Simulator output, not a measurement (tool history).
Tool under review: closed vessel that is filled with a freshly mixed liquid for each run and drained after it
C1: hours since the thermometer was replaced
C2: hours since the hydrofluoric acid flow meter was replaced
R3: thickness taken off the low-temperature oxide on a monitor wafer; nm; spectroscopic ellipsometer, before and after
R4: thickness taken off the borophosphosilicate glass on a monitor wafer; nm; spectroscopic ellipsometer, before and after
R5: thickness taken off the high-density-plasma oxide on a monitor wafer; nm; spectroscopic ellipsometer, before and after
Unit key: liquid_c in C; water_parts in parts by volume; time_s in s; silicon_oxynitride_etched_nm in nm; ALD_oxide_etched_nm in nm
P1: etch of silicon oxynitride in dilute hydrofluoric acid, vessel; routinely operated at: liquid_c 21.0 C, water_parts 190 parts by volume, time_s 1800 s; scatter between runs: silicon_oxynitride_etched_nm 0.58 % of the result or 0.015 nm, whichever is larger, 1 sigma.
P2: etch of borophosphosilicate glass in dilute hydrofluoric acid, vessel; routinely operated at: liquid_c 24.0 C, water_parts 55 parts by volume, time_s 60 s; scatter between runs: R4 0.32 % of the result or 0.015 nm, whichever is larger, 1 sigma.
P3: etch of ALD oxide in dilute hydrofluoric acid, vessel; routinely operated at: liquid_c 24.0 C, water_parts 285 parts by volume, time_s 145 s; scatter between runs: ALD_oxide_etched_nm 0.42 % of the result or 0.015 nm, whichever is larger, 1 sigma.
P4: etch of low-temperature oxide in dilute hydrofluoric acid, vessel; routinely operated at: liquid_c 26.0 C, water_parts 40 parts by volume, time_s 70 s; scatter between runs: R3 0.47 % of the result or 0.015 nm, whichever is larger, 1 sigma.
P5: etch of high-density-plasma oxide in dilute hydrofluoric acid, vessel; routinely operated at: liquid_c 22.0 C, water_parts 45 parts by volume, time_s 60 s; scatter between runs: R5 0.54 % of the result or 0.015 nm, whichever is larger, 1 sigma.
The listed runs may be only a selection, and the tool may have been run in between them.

Run 1, hour 14.8: process P1, liquid_c 21.0 C, water_parts 190 parts by volume, time_s 1800 s; C1 290.0; C2 159.1. Result: silicon_oxynitride_etched_nm 16.4530 nm.
Run 2, hour 22.0: process P1, liquid_c 29.0 C, water_parts 190 parts by volume, time_s 1800 s; C1 297.2; C2 166.3. Result: silicon_oxynitride_etched_nm 23.7150 nm.
Run 3, hour 37.0: process P1, liquid_c 17.0 C, water_parts 190 parts by volume, time_s 3025 s; C1 312.2; C2 181.3. Result: silicon_oxynitride_etched_nm 23.1370 nm.
Run 4, hour 44.9: process P1, liquid_c 21.0 C, water_parts 190 parts by volume, time_s 275 s; C1 320.1; C2 189.2. Result: silicon_oxynitride_etched_nm 2.5006 nm.
Run 5, hour 53.0: process P3, liquid_c 24.0 C, water_parts 285 parts by volume, time_s 145 s; C1 328.2; C2 197.3. Result: ALD_oxide_etched_nm 6.6919 nm.
Run 6, hour 65.9: process P4, liquid_c 29.5 C, water_parts 40 parts by volume, time_s 70 s; C1 341.1; C2 210.2. Result: R3 42.277 nm.
Run 7, hour 80.8: process P4, liquid_c 26.0 C, water_parts 40 parts by volume, time_s 70 s; C1 356.0; C2 225.1. Result: R3 36.699 nm.
Run 8, hour 90.5: process P1, liquid_c 21.0 C, water_parts 190 parts by volume, time_s 1800 s; C1 365.7; C2 234.8. Result: silicon_oxynitride_etched_nm 16.3460 nm.
Run 9, hour 101.9: process P1, liquid_c 21.0 C, water_parts 85 parts by volume, time_s 1800 s; C1 377.1; C2 246.2. Result: silicon_oxynitride_etched_nm 40.1070 nm.
Run 10, hour 114.5: process P1, liquid_c 21.0 C, water_parts 190 parts by volume, time_s 3155 s; C1 389.7; C2 258.8. Result: silicon_oxynitride_etched_nm 28.7450 nm.
Run 11, hour 129.0: process P1, liquid_c 21.0 C, water_parts 190 parts by volume, time_s 1800 s; C1 404.2; C2 273.3. Result: silicon_oxynitride_etched_nm 16.3990 nm.
Run 12, hour 137.7: process P2, liquid_c 18.0 C, water_parts 55 parts by volume, time_s 60 s; C1 412.9; C2 282.0. Result: R4 47.373 nm.
Run 13, hour 145.5: process P4, liquid_c 26.0 C, water_parts 70 parts by volume, time_s 70 s; C1 420.7; C2 289.8. Result: R3 20.102 nm.
Run 14, hour 154.1: process P5, liquid_c 29.0 C, water_parts 45 parts by volume, time_s 60 s; C1 429.3; C2 298.4. Result: R5 13.0510 nm.
Run 15, hour 168.9: process P3, liquid_c 24.0 C, water_parts 285 parts by volume, time_s 240 s; C1 444.1; C2 313.2. Result: ALD_oxide_etched_nm 11.0290 nm.
Run 16, hour 183.7: process P2, liquid_c 24.0 C, water_parts 90 parts by volume, time_s 60 s; C1 458.9; C2 328.0. Result: R4 35.554 nm.
Run 17, hour 197.1: process P2, liquid_c 24.0 C, water_parts 55 parts by volume, time_s 60 s; C1 472.3; C2 341.4. Result: R4 60.641 nm.
Run 18, hour 208.4: process P1, liquid_c 21.0 C, water_parts 95 parts by volume, time_s 2915 s; C1 483.6; C2 352.7. Result: silicon_oxynitride_etched_nm 56.9940 nm.
Run 19, hour 218.0: process P3, liquid_c 29.0 C, water_parts 285 parts by volume, time_s 145 s; C1 493.2; C2 362.3. Result: ALD_oxide_etched_nm 7.8610 nm.
Run 20, hour 227.7: process P5, liquid_c 22.0 C, water_parts 45 parts by volume, time_s 60 s; C1 502.9; C2 372.0. Result: R5 9.8057 nm.
Run 21, hour 241.9: process P4, liquid_c 26.0 C, water_parts 40 parts by volume, time_s 30 s; C1 517.1; C2 386.2. Result: R3 15.673 nm.
Run 22, hour 254.2: process P5, liquid_c 22.0 C, water_parts 45 parts by volume, time_s 85 s; C1 529.4; C2 398.5. Result: R5 13.9080 nm.
Run 23, hour 261.6: process P1, liquid_c 17.0 C, water_parts 190 parts by volume, time_s 1800 s; C1 536.8; C2 405.9. Result: silicon_oxynitride_etched_nm 13.7660 nm.
Run 24, hour 275.1: process P1, liquid_c 21.0 C, water_parts 335 parts by volume, time_s 1800 s; C1 550.3; C2 419.4. Result: silicon_oxynitride_etched_nm 8.5750 nm.
Run 25, hour 282.6: process P2, liquid_c 24.0 C, water_parts 55 parts by volume, time_s 30 s; C1 557.8; C2 426.9. Result: R4 30.348 nm.
Run 26, hour 291.8: process P1, liquid_c 21.0 C, water_parts 190 parts by volume, time_s 1800 s; C1 567.0; C2 436.1. Result: silicon_oxynitride_etched_nm 16.5710 nm.
Run 27, hour 304.6: process P1, liquid_c 21.0 C, water_parts 190 parts by volume, time_s 1800 s; C1 579.8; C2 448.9. Result: silicon_oxynitride_etched_nm 16.5420 nm.
Run 28, hour 317.3: process P2, liquid_c 24.0 C, water_parts 55 parts by volume, time_s 60 s; C1 592.5; C2 461.6. Result: R4 60.660 nm.
Run 29, hour 326.2: process P3, liquid_c 24.0 C, water_parts 510 parts by volume, time_s 145 s; C1 601.4; C2 470.5. Result: ALD_oxide_etched_nm 3.0183 nm.
Run 30, hour 338.5: process P5, liquid_c 22.0 C, water_parts 75 parts by volume, time_s 60 s; C1 613.7; C2 482.8. Result: R5 5.6218 nm.
Run 31, hour 349.7: process P5, liquid_c 22.0 C, water_parts 45 parts by volume, time_s 60 s; C1 624.9; C2 494.0. Result: R5 9.7307 nm.
Run 32, hour 362.7: process P1, liquid_c 21.0 C, water_parts 190 parts by volume, time_s 1800 s; C1 637.9; C2 507.0. Result: silicon_oxynitride_etched_nm 16.5430 nm.
Run 33, hour 374.2: process P1, liquid_c 21.0 C, water_parts 190 parts by volume, time_s 1800 s; C1 649.4; C2 518.5. Result: silicon_oxynitride_etched_nm 17.1810 nm.
Run 34, hour 389.2: process P1, liquid_c 21.0 C, water_parts 190 parts by volume, time_s 1800 s; C1 664.4; C2 533.5. Result: silicon_oxynitride_etched_nm 17.4970 nm.
Run 35, hour 402.8: process P1, liquid_c 21.0 C, water_parts 190 parts by volume, time_s 1800 s; C1 678.0; C2 547.1. Result: silicon_oxynitride_etched_nm 17.6020 nm.
Run 36, hour 417.7: process P1, liquid_c 21.0 C, water_parts 190 parts by volume, time_s 1800 s; C1 692.9; C2 562.0. Result: silicon_oxynitride_etched_nm 17.9510 nm.
Run 37, hour 429.6: process P1, liquid_c 21.0 C, water_parts 190 parts by volume, time_s 1800 s; C1 704.8; C2 573.9. Result: silicon_oxynitride_etched_nm 18.3110 nm.
Run 38, hour 436.7: process P1, liquid_c 21.0 C, water_parts 190 parts by volume, time_s 1800 s; C1 711.9; C2 581.0. Result: silicon_oxynitride_etched_nm 18.0840 nm.
Run 39, hour 446.9: process P1, liquid_c 21.0 C, water_parts 190 parts by volume, time_s 1800 s; C1 722.1; C2 591.2. Result: silicon_oxynitride_etched_nm 18.1320 nm.
Run 40, hour 461.6: process P1, liquid_c 21.0 C, water_parts 190 parts by volume, time_s 1800 s; C1 736.8; C2 605.9. Result: silicon_oxynitride_etched_nm 18.2000 nm.
Run 41, hour 474.1: process P1, liquid_c 21.0 C, water_parts 190 parts by volume, time_s 1800 s; C1 749.3; C2 618.4. Result: silicon_oxynitride_etched_nm 18.3300 nm.

Something has made what P1 gives creep away from where it was; the 2 causes below, each at its own stated size, fit the log equally well:
A: liquid hotter than its thermometer reads (K) = 2.16
B: hydrofluoric acid flow above the setpoint (%) = 9.14
The gradual shift began around hour 362.7.

Of the 4 check runs listed below, each run on one wafer and each result written as a question mark, which would let you distinguish the listed causes because they would give clearly different results?
Run check 1, hour 486.6: process P2, liquid_c 24.0 C, water_parts 55 parts by volume, time_s 60 s. Result: R4 ?.
Run check 2, hour 486.6: process P4, liquid_c 26.0 C, water_parts 40 parts by volume, time_s 70 s. Result: R3 ?.
Run check 3, hour 486.6: process P5, liquid_c 22.0 C, water_parts 45 parts by volume, time_s 60 s. Result: R5 ?.
Run check 4, hour 486.6: process P3, liquid_c 24.0 C, water_parts 285 parts by volume, time_s 145 s. Result: ALD_oxide_etched_nm ?.

Check results expected under each cause:
  check               result     if A     if B
check 1                   R4   66.206   66.595
check 2                   R3   40.130   40.318
check 3                   R5  10.6700  10.6960
check 4  ALD_oxide_etched_nm   7.1808   7.4484
Per check, the gap between the least separated pair of causes, taken in the result that splits them most: check 1 0.59 %; check 2 0.47 %; check 3 0.24 %; check 4 3.66 %
The other checks would show nearly matching results whichever cause is true, so check 4 is the only one that separates the causes.

Then check 4 was run and gave: ALD_oxide_etched_nm 7.1450 nm. Which cause is it?

A is the cause: liquid hotter than its thermometer reads (K).
